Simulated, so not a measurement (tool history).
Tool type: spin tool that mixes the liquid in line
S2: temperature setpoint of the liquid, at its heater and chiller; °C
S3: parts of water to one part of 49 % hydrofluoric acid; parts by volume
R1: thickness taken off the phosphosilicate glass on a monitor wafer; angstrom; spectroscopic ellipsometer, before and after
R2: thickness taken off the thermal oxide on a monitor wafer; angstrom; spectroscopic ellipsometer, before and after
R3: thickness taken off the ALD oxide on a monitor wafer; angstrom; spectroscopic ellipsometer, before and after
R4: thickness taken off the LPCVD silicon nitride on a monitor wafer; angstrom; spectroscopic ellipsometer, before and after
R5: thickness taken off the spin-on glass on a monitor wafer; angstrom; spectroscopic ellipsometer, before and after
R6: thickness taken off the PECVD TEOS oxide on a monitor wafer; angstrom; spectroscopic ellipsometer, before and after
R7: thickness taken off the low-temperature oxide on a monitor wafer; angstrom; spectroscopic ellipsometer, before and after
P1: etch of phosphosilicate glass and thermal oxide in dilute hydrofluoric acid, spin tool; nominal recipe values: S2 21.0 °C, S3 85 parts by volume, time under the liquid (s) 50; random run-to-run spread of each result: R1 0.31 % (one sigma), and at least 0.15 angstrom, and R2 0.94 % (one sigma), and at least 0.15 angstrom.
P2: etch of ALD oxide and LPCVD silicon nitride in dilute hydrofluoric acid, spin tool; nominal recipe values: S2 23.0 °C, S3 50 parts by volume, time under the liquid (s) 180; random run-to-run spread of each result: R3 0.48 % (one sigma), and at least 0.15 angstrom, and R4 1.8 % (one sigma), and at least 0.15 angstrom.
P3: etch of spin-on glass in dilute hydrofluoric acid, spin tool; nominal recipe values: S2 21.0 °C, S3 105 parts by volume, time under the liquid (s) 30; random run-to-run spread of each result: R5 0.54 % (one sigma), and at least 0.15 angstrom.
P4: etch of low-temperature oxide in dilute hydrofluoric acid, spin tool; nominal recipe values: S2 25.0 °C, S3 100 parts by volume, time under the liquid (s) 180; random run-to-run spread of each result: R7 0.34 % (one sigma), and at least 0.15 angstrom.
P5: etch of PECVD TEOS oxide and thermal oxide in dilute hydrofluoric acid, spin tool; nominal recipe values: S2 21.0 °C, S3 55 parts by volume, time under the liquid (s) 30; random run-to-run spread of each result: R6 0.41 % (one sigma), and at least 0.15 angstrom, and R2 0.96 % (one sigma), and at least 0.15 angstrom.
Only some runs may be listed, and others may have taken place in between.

Run 1, hour 13.6: process that ran P1, S2 21.0 °C, S3 85 parts by volume, time under the liquid (s) 50. Result: R1 318.220 angstrom, R2 25.5400 angstrom.
Run 2, hour 26.9: process that ran P1, S2 21.0 °C, S3 85 parts by volume, time under the liquid (s) 90. Result: R1 570.200 angstrom, R2 43.7650 angstrom.
Run 3, hour 36.0: process that ran P1, S2 21.0 °C, S3 85 parts by volume, time under the liquid (s) 50. Result: R1 316.250 angstrom, R2 25.3010 angstrom.
Run 4, hour 49.4: process that ran P2, S2 23.0 °C, S3 20 parts by volume, time under the liquid (s) 180. Result: R3 914.93 angstrom, R4 35.563 angstrom.
Run 5, hour 59.8: process that ran P3, S2 21.0 °C, S3 105 parts by volume, time under the liquid (s) 30. Result: R5 104.950 angstrom.
Run 6, hour 71.1: process that ran P1, S2 17.0 °C, S3 85 parts by volume, time under the liquid (s) 50. Result: R1 268.080 angstrom, R2 20.7070 angstrom.
Run 7, hour 78.3: process that ran P3, S2 21.0 °C, S3 105 parts by volume, time under the liquid (s) 15. Result: R5 52.128 angstrom.
Run 8, hour 89.2: process that ran P2, S2 23.0 °C, S3 50 parts by volume, time under the liquid (s) 305. Result: R3 590.87 angstrom, R4 23.947 angstrom.
Run 9, hour 96.5: process that ran P1, S2 21.0 °C, S3 140 parts by volume, time under the liquid (s) 50. Result: R1 181.370 angstrom, R2 14.2060 angstrom.
Run 10, hour 110.6: process that ran P1, S2 21.0 °C, S3 85 parts by volume, time under the liquid (s) 50. Result: R1 319.620 angstrom, R2 24.9750 angstrom.
Run 11, hour 121.6: process that ran P2, S2 23.0 °C, S3 50 parts by volume, time under the liquid (s) 180. Result: R3 350.11 angstrom, R4 14.599 angstrom.
Run 12, hour 132.4: process that ran P1, S2 25.0 °C, S3 85 parts by volume, time under the liquid (s) 50. Result: R1 373.910 angstrom, R2 29.1510 angstrom.
Run 13, hour 146.2: process that ran P5, S2 21.0 °C, S3 55 parts by volume, time under the liquid (s) 60. Result: R2 47.1420 angstrom, R6 149.490 angstrom.
Run 14, hour 159.9: process that ran P1, S2 21.0 °C, S3 140 parts by volume, time under the liquid (s) 15. Result: R1 54.732 angstrom, R2 4.2665 angstrom.
Run 15, hour 170.8: process that ran P5, S2 21.0 °C, S3 55 parts by volume, time under the liquid (s) 30. Result: R2 23.0880 angstrom, R6 74.172 angstrom.
Run 16, hour 185.9: process that ran P5, S2 21.0 °C, S3 105 parts by volume, time under the liquid (s) 30. Result: R2 11.7460 angstrom, R6 36.689 angstrom.
Run 17, hour 194.0: process that ran P1, S2 21.0 °C, S3 85 parts by volume, time under the liquid (s) 15. Result: R1 95.784 angstrom, R2 7.7020 angstrom.
Run 18, hour 209.9: process that ran P1, S2 21.0 °C, S3 25 parts by volume, time under the liquid (s) 50. Result: R1 1163.000 angstrom, R2 90.3090 angstrom.
Run 19, hour 225.2: process that ran P2, S2 23.0 °C, S3 50 parts by volume, time under the liquid (s) 180. Result: R3 352.31 angstrom, R4 14.624 angstrom.
Run 20, hour 234.7: process that ran P4, S2 25.0 °C, S3 100 parts by volume, time under the liquid (s) 180. Result: R7 195.77 angstrom.
Run 21, hour 244.8: process that ran P1, S2 21.0 °C, S3 85 parts by volume, time under the liquid (s) 50. Result: R1 318.300 angstrom, R2 24.9660 angstrom.
Run 22, hour 254.2: process that ran P4, S2 31.0 °C, S3 100 parts by volume, time under the liquid (s) 180. Result: R7 245.07 angstrom.
Run 23, hour 266.5: process that ran P2, S2 30.5 °C, S3 50 parts by volume, time under the liquid (s) 180. Result: R3 470.73 angstrom, R4 24.001 angstrom.
Run 24, hour 278.6: process that ran P5, S2 21.0 °C, S3 55 parts by volume, time under the liquid (s) 30. Result: R2 23.1280 angstrom, R6 73.747 angstrom.
Run 25, hour 291.6: process that ran P5, S2 29.0 °C, S3 55 parts by volume, time under the liquid (s) 30. Result: R2 32.1610 angstrom, R6 102.850 angstrom.
Run 26, hour 302.0: process that ran P4, S2 25.0 °C, S3 100 parts by volume, time under the liquid (s) 335. Result: R7 364.07 angstrom.
Run 27, hour 315.9: process that ran P1, S2 21.0 °C, S3 85 parts by volume, time under the liquid (s) 50. Result: R1 317.710 angstrom, R2 24.5690 angstrom.
Run 28, hour 326.3: process that ran P1, S2 21.0 °C, S3 85 parts by volume, time under the liquid (s) 50. Result: R1 315.540 angstrom, R2 24.3740 angstrom.
Run 29, hour 338.4: process that ran P4, S2 25.0 °C, S3 100 parts by volume, time under the liquid (s) 180. Result: R7 196.73 angstrom.
Run 30, hour 351.1: process that ran P3, S2 21.0 °C, S3 105 parts by volume, time under the liquid (s) 30. Result: R5 105.010 angstrom.
Run 31, hour 364.3: process that ran P4, S2 25.0 °C, S3 25 parts by volume, time under the liquid (s) 180. Result: R7 863.54 angstrom.
Run 32, hour 380.5: process that ran P3, S2 21.0 °C, S3 55 parts by volume, time under the liquid (s) 30. Result: R5 213.400 angstrom.
Run 33, hour 389.2: process that ran P3, S2 17.0 °C, S3 105 parts by volume, time under the liquid (s) 30. Result: R5 88.954 angstrom.
Run 34, hour 399.1: process that ran P1, S2 21.0 °C, S3 85 parts by volume, time under the liquid (s) 50. Result: R1 317.110 angstrom, R2 24.9380 angstrom.
Run 35, hour 413.8: process that ran P1, S2 21.0 °C, S3 85 parts by volume, time under the liquid (s) 50. Result: R1 330.880 angstrom, R2 25.8130 angstrom.
Run 36, hour 424.1: process that ran P1, S2 21.0 °C, S3 85 parts by volume, time under the liquid (s) 50. Result: R1 337.230 angstrom, R2 26.3620 angstrom.
Run 37, hour 438.1: process that ran P1, S2 21.0 °C, S3 85 parts by volume, time under the liquid (s) 50. Result: R1 341.670 angstrom, R2 27.0840 angstrom.
Run 38, hour 452.2: process that ran P1, S2 21.0 °C, S3 85 parts by volume, time under the liquid (s) 50. Result: R1 345.250 angstrom, R2 27.1370 angstrom.
Run 39, hour 464.2: process that ran P1, S2 21.0 °C, S3 85 parts by volume, time under the liquid (s) 50. Result: R1 348.830 angstrom, R2 26.7410 angstrom.
Run 40, hour 479.5: process that ran P1, S2 21.0 °C, S3 85 parts by volume, time under the liquid (s) 50. Result: R1 348.230 angstrom, R2 27.1770 angstrom.
Run 41, hour 491.4: process that ran P1, S2 21.0 °C, S3 85 parts by volume, time under the liquid (s) 50. Result: R1 348.050 angstrom, R2 27.1400 angstrom.
Run 42, hour 499.2: process that ran P1, S2 21.0 °C, S3 85 parts by volume, time under the liquid (s) 50. Result: R1 349.050 angstrom, R2 27.1730 angstrom.
Run 43, hour 507.7: process that ran P1, S2 21.0 °C, S3 85 parts by volume, time under the liquid (s) 50. Result: R1 347.620 angstrom, R2 27.5020 angstrom.

Compared with where it was, what P1 gives has crept away. Each cause listed below fits the log as well as the rest, at the size given for it:
A: liquid hotter than its thermometer reads (K) = 2.31
B: hydrofluoric acid flow above the setpoint (%) = 8.95
At approximately hour 399.1, the process output began to creep.

You are offered 4 check runs, listed below with question marks in place of their results; each one averages 5 wafers. Which run separates the listed causes by giving clearly different results for each?
Run check 1, hour 516.2: process that ran P5, S2 21.0 °C, S3 105 parts by volume, time under the liquid (s) 30. Result: R2 ?, R6 ?.
Run check 2, hour 516.2: process that ran P2, S2 29.5 °C, S3 50 parts by volume, time under the liquid (s) 180. Result: R3 ?, R4 ?.
Run check 3, hour 516.2: process that ran P3, S2 21.0 °C, S3 75 parts by volume, time under the liquid (s) 15. Result: R5 ?.
Run check 4, hour 516.2: process that ran P4, S2 25.0 °C, S3 70 parts by volume, time under the liquid (s) 310. Result: R7 ?.

How each check would come out, cause by cause:
  check  result     if A     if B
check 1      R2  12.7570  12.7940
check 1      R6   40.218   40.335
check 2      R3   499.71   500.64
check 2      R4   25.964   24.365
check 3      R5   83.699   83.561
check 4      R7   547.99   548.77
Distance between the nearest two causes, measured in the result of the check that separates them most: check 1 0.29 %; check 2 6.36 %; check 3 0.16 %; check 4 0.14 %
Check 2 distinguishes between the causes, while the remaining checks would return nearly the same result for all of them.

With check 2 done, the readings were: R3 501.17 angstrom; R4 24.489 angstrom. Identify which of the listed causes applies.

B is the cause: hydrofluoric acid flow above the setpoint (%).
